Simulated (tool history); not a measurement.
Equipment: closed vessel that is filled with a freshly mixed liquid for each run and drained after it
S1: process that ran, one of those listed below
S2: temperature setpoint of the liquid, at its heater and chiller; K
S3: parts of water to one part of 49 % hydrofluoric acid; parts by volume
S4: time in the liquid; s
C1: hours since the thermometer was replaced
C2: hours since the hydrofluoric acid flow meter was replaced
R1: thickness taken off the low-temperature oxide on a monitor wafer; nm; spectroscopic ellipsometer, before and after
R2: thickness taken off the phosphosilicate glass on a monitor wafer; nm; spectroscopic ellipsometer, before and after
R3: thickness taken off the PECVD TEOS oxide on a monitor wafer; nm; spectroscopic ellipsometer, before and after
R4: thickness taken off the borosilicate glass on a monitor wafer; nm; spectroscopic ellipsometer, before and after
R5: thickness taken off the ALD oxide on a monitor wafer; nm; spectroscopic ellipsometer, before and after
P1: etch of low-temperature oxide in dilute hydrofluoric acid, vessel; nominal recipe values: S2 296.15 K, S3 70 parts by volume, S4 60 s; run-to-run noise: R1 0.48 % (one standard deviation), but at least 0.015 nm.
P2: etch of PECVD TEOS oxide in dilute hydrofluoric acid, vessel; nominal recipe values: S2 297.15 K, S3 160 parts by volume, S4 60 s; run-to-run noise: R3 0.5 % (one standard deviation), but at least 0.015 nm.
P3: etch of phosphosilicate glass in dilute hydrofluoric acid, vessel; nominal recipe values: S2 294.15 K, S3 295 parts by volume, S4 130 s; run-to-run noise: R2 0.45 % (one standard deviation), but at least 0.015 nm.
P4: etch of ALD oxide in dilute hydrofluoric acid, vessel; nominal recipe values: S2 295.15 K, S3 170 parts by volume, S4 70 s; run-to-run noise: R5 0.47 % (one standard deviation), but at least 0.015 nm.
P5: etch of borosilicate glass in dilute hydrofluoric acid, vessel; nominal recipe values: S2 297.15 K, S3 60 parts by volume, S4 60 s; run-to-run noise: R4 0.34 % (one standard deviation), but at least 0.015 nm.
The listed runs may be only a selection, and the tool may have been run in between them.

run 1 day=0.538 | S1=P1 S2=296.15 S3=70 S4=60 | C1=335.9 C2=371.3 | R1=29.802
run 2 day=0.983 | S1=P3 S2=294.15 S3=295 S4=130 | C1=346.6 C2=382 | R2=24.221
run 3 day=1.454 | S1=P3 S2=302.15 S3=295 S4=130 | C1=357.9 C2=393.3 | R2=31.629
run 4 day=1.996 | S1=P2 S2=297.15 S3=160 S4=115 | C1=370.9 C2=406.3 | R3=10.624
-- day=2.058 thermometer replaced
run 5 day=2.383 | S1=P1 S2=290.15 S3=70 S4=60 | C1=7.9 C2=415.6 | R1=23.082
run 6 day=2.646 | S1=P5 S2=297.15 S3=60 S4=60 | C1=14.2 C2=421.9 | R4=43.59
run 7 day=2.971 | S1=P1 S2=296.15 S3=70 S4=60 | C1=22 C2=429.7 | R1=29.661
run 8 day=3.433 | S1=P2 S2=304.15 S3=160 S4=60 | C1=33.1 C2=440.8 | R3=7.1306
run 9 day=3.971 | S1=P1 S2=296.15 S3=70 S4=60 | C1=46 C2=453.7 | R1=29.639
run 10 day=4.346 | S1=P1 S2=296.15 S3=125 S4=60 | C1=55 C2=462.7 | R1=15.667
run 11 day=4.829 | S1=P4 S2=302.15 S3=170 S4=70 | C1=66.6 C2=474.3 | R5=12.577
run 12 day=5.138 | S1=P4 S2=295.15 S3=65 S4=70 | C1=74 C2=481.7 | R5=28.406
run 13 day=5.662 | S1=P5 S2=297.15 S3=60 S4=30 | C1=86.6 C2=494.3 | R4=21.744
run 14 day=6.25 | S1=P1 S2=291.15 S3=25 S4=60 | C1=100.7 C2=508.4 | R1=71.031
run 15 day=6.65 | S1=P3 S2=294.15 S3=535 S4=130 | C1=110.3 C2=518 | R2=10.802
run 16 day=7.204 | S1=P5 S2=304.65 S3=60 S4=60 | C1=123.6 C2=531.3 | R4=58.682
run 17 day=7.667 | S1=P3 S2=294.15 S3=295 S4=50 | C1=134.7 C2=542.4 | R2=9.2986
run 18 day=8.229 | S1=P4 S2=295.15 S3=170 S4=70 | C1=148.2 C2=555.9 | R5=9.6358
run 19 day=8.683 | S1=P4 S2=295.15 S3=170 S4=70 | C1=159.1 C2=566.8 | R5=9.6436
run 20 day=9.146 | S1=P1 S2=296.15 S3=25 S4=60 | C1=170.2 C2=577.9 | R1=88.7
run 21 day=9.629 | S1=P1 S2=296.15 S3=70 S4=120 | C1=181.8 C2=589.5 | R1=59.835
run 22 day=10.079 | S1=P2 S2=297.15 S3=50 S4=60 | C1=192.6 C2=600.3 | R3=20.246
run 23 day=10.433 | S1=P1 S2=290.65 S3=110 S4=60 | C1=201.1 C2=608.8 | R1=14.411
run 24 day=10.754 | S1=P3 S2=294.15 S3=295 S4=130 | C1=208.8 C2=616.5 | R2=23.926
run 25 day=11.279 | S1=P1 S2=296.15 S3=70 S4=60 | C1=221.4 C2=629.1 | R1=29.557
run 26 day=11.704 | S1=P1 S2=296.15 S3=70 S4=60 | C1=231.6 C2=639.3 | R1=29.822
run 27 day=12.058 | S1=P4 S2=295.15 S3=170 S4=105 | C1=240.1 C2=647.8 | R5=14.353

Run 28 comes next. What will it give?
run 28 day=12.517 | S1=P5 S2=297.15 S3=30 S4=60 | C1=251.1 C2=658.8 | R4=?

R4: 91.032 nm
